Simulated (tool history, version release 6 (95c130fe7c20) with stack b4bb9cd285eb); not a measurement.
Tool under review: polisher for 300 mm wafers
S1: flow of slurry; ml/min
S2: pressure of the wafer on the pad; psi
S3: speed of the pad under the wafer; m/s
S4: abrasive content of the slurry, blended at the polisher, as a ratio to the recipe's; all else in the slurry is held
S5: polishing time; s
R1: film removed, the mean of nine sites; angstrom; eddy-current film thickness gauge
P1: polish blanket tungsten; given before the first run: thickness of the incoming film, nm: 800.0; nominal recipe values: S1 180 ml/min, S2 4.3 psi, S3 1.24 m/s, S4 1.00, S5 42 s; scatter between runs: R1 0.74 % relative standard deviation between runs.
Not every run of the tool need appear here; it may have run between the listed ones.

run  hour   S1   S2    S3    S4  S5       R1
  1   3.2  180  4.3  1.24  1.00  42  2239.00
  2   6.3  180  4.3  1.24  0.55  42  1949.00
  3  10.0  180  4.3  0.84  1.00  42  1494.00
  4  12.2  180  4.3  1.24  1.00  42  2220.80
  5  15.4  235  4.3  1.24  1.00  42  2338.00
  6  18.2  180  2.5  1.24  1.00  42  1303.20
  7  22.8  180  4.3  1.24  1.30  42  2343.30
  8  26.5  110  4.3  1.24  1.00  42  2061.30
  9  30.4  180  4.3  1.24  1.00  60  3172.40
 10  34.5  180  6.4  1.24  0.70  42  3082.50
 11  38.3  180  4.3  1.24  1.00  19  1002.60
 12  42.8  180  4.3  1.24  1.00  42  2237.40
 13  46.2  125  2.0  1.24  1.00  42   981.69
 14  48.6  180  4.3  1.24  1.00  42  2240.40
     48.8  -- slurry tank refilled with fresh slurry and peroxide
 15  51.7  180  4.3  1.24  1.00  42  2255.50
 16  55.3  180  6.2  1.24  1.00  42  3205.70
 17  57.7  180  4.3  1.24  1.00  42  2240.10
 18  61.2  135  4.3  0.56  1.00  42   958.02
 19  63.4  180  4.3  1.78  1.00  42  3220.20
 20  67.8  180  4.3  1.24  1.00  42  2219.80
 21  72.2  180  4.3  1.24  1.00  42  2146.70
 22  74.7  180  4.3  1.24  1.00  42  2126.10

Run 23 comes next. What will it give?
 23  79.0  180  4.3  1.24  1.00  42   ?

R1: 2137.90 angstrom
